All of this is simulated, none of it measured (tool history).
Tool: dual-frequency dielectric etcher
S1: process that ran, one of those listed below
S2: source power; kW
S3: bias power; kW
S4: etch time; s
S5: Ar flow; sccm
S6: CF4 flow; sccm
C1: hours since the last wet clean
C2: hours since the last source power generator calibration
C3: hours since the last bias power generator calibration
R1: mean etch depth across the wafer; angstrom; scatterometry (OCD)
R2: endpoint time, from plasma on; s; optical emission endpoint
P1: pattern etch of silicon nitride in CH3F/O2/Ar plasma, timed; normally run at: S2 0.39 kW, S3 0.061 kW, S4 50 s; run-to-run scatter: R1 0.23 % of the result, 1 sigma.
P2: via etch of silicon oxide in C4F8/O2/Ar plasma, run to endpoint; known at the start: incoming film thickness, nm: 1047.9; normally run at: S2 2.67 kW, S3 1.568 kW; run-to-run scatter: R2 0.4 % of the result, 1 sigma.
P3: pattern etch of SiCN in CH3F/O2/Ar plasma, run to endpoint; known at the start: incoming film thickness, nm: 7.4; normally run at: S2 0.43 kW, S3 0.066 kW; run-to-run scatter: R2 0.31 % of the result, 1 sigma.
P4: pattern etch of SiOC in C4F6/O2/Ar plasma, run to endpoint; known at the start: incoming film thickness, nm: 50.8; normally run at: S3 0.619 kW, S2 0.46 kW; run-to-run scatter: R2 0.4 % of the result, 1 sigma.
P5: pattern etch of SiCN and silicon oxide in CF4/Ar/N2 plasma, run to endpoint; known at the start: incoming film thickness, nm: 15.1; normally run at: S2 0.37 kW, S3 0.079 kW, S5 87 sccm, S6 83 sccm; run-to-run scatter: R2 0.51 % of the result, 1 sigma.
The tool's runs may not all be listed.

run 1 hour=5.8 | S1=P1 S2=0.39 S3=0.061 S4=50 | C1=167.2 C2=698.1 C3=3342.4 | R1=320.29
run 2 hour=9.8 | S1=P1 S2=0.39 S3=0.061 S4=50 | C1=171.2 C2=702.1 C3=3346.4 | R1=322.69
run 3 hour=14.9 | S1=P1 S2=0.39 S3=0.061 S4=32.5 | C1=176.3 C2=707.2 C3=3351.5 | R1=210.13
run 4 hour=20.7 | S1=P4 S2=0.46 S3=0.619 | C1=182.1 C2=713 C3=3357.3 | R2=14.47
run 5 hour=25.7 | S1=P2 S2=1.69 S3=1.568 | C1=187.1 C2=718 C3=3362.3 | R2=236.55
run 6 hour=31.6 | S1=P1 S2=0.39 S3=0.077 S4=50 | C1=193 C2=723.9 C3=3368.2 | R1=348.01
run 7 hour=36.4 | S1=P5 S2=0.37 S3=0.079 S5=87 S6=117 | C1=197.8 C2=728.7 C3=3373 | R2=18.425
run 8 hour=42 | S1=P1 S2=0.39 S3=0.061 S4=50 | C1=203.4 C2=734.3 C3=3378.6 | R1=321.95
run 9 hour=46 | S1=P3 S2=0.43 S3=0.043 | C1=207.4 C2=738.3 C3=3382.6 | R2=22.755
run 10 hour=51.7 | S1=P1 S2=0.39 S3=0.061 S4=50 | C1=213.1 C2=744 C3=3388.3 | R1=322.51
run 11 hour=55.5 | S1=P5 S2=0.37 S3=0.079 S5=56 S6=83 | C1=216.9 C2=747.8 C3=3392.1 | R2=18.439
run 12 hour=61.8 | S1=P1 S2=0.39 S3=0.049 S4=50 | C1=223.2 C2=754.1 C3=3398.4 | R1=300.2
run 13 hour=65.1 | S1=P1 S2=0.39 S3=0.061 S4=50 | C1=226.5 C2=757.4 C3=3401.7 | R1=320.73
run 14 hour=69.4 | S1=P1 S2=0.52 S3=0.061 S4=50 | C1=230.8 C2=761.7 C3=3406 | R1=359
run 15 hour=72.5 | S1=P1 S2=0.55 S3=0.046 S4=50 | C1=233.9 C2=764.8 C3=3409.1 | R1=336.44
run 16 hour=75.7 | S1=P2 S2=2.67 S3=1.568 | C1=237.1 C2=768 C3=3412.3 | R2=196.64
run 17 hour=81.4 | S1=P2 S2=2.67 S3=1.568 | C1=242.8 C2=773.7 C3=3418 | R2=196.31
run 18 hour=84.9 | S1=P3 S2=0.32 S3=0.066 | C1=246.3 C2=777.2 C3=3421.5 | R2=21.997
run 19 hour=89.3 | S1=P3 S2=0.43 S3=0.066 | C1=250.7 C2=781.6 C3=3425.9 | R2=19.856
run 20 hour=92.4 | S1=P5 S2=0.37 S3=0.105 S5=87 S6=83 | C1=253.8 C2=784.7 C3=3429 | R2=17.408
run 21 hour=98.6 | S1=P5 S2=0.37 S3=0.079 S5=87 S6=83 | C1=260 C2=790.9 C3=3435.2 | R2=19.159
run 22 hour=102.8 | S1=P1 S2=0.39 S3=0.061 S4=75 | C1=264.2 C2=795.1 C3=3439.4 | R1=481.69
run 23 hour=108 | S1=P1 S2=0.39 S3=0.075 S4=31.5 | C1=269.4 C2=800.3 C3=3444.6 | R1=217.47
run 24 hour=111.3 | S1=P1 S2=0.29 S3=0.061 S4=50 | C1=272.7 C2=803.6 C3=3447.9 | R1=287.48
run 25 hour=115.7 | S1=P4 S2=0.46 S3=0.507 | C1=277.1 C2=808 C3=3452.3 | R2=15.699
run 26 hour=121.8 | S1=P2 S2=2.67 S3=1.076 | C1=283.2 C2=814.1 C3=3458.4 | R2=214.84
run 27 hour=124.8 | S1=P1 S2=0.28 S3=0.047 S4=50 | C1=286.2 C2=817.1 C3=3461.4 | R1=259.7
run 28 hour=130.3 | S1=P5 S2=0.22 S3=0.079 S5=87 S6=83 | C1=291.7 C2=822.6 C3=3466.9 | R2=30.193
run 29 hour=133.8 | S1=P1 S2=0.39 S3=0.061 S4=50 | C1=295.2 C2=826.1 C3=3470.4 | R1=321.39
run 30 hour=138.2 | S1=P1 S2=0.39 S3=0.061 S4=50 | C1=299.6 C2=830.5 C3=3474.8 | R1=320.86
run 31 hour=142.6 | S1=P4 S2=0.62 S3=0.619 | C1=304 C2=834.9 C3=3479.2 | R2=13.086
run 32 hour=147.5 | S1=P1 S2=0.39 S3=0.061 S4=50 | C1=308.9 C2=839.8 C3=3484.1 | R1=321.71
run 33 hour=151.3 | S1=P1 S2=0.39 S3=0.061 S4=50 | C1=312.7 C2=843.6 C3=3487.9 | R1=319.35
run 34 hour=154.5 | S1=P1 S2=0.39 S3=0.061 S4=50 | C1=315.9 C2=846.8 C3=3491.1 | R1=318.25
run 35 hour=160.4 | S1=P1 S2=0.39 S3=0.061 S4=50 | C1=321.8 C2=852.7 C3=3497 | R1=317.01
run 36 hour=165.2 | S1=P1 S2=0.39 S3=0.061 S4=50 | C1=326.6 C2=857.5 C3=3501.8 | R1=316.39
run 37 hour=171.2 | S1=P1 S2=0.39 S3=0.061 S4=50 | C1=332.6 C2=863.5 C3=3507.8 | R1=317.07
-- hour=171.6 wet clean of the chamber
run 38 hour=175.1 | S1=P1 S2=0.39 S3=0.061 S4=50 | C1=3.5 C2=867.4 C3=3511.7 | R1=316.24
run 39 hour=179.2 | S1=P1 S2=0.39 S3=0.061 S4=50 | C1=7.6 C2=871.5 C3=3515.8 | R1=317.29
run 40 hour=182.3 | S1=P1 S2=0.39 S3=0.061 S4=50 | C1=10.7 C2=874.6 C3=3518.9 | R1=315.73
run 41 hour=187.6 | S1=P1 S2=0.39 S3=0.061 S4=50 | C1=16 C2=879.9 C3=3524.2 | R1=314.5
run 42 hour=190.8 | S1=P1 S2=0.39 S3=0.061 S4=50 | C1=19.2 C2=883.1 C3=3527.4 | R1=316.06
run 43 hour=196 | S1=P1 S2=0.39 S3=0.061 S4=50 | C1=24.4 C2=888.3 C3=3532.6 | R1=315.71

What P1 gives has crept away from where it was. These 2 causes fit the log equally well, each at the size given:
A: source power that arrives under what is set, % = 4.13
B: bias power that arrives under what is set, % = 4.8
The creep began at about hour 147.5.
Why every other cause is out:
chamber walls in a state that lowers the etch rate, %: serviced at hour 171.6, which brought nothing back

4 check runs are offered, each on 3 wafers whose results are averaged, their results left as question marks. Which one tells the causes apart?
run check 1 hour=201.2 | S1=P4 S2=0.59 S3=0.619 | R2=?
run check 2 hour=201.2 | S1=P2 S2=2.13 S3=1.568 | R2=?
run check 3 hour=201.2 | S1=P5 S2=0.37 S3=0.079 S5=66 S6=110 | R2=?
run check 4 hour=201.2 | S1=P3 S2=0.35 S3=0.066 | R2=?

What each check would give under each cause:
check=check_1 result=R2 if_A=13.465 if_B=13.505
check=check_2 result=R2 if_A=218.35 if_B=217.49
check=check_3 result=R2 if_A=18.771 if_B=18.359
check=check_4 result=R2 if_A=21.714 if_B=21.741
How far apart the two closest causes lie, in the result that separates them most: check 1 0.3 %; check 2 0.4 %; check 3 2.22 %; check 4 0.13 %
Check 3 tells the causes apart: in the others they would give nearly the same result.

Then check 3 was run and gave: R2 18.788 s. Which cause is it?

It is A: source power that arrives under what is set, %.
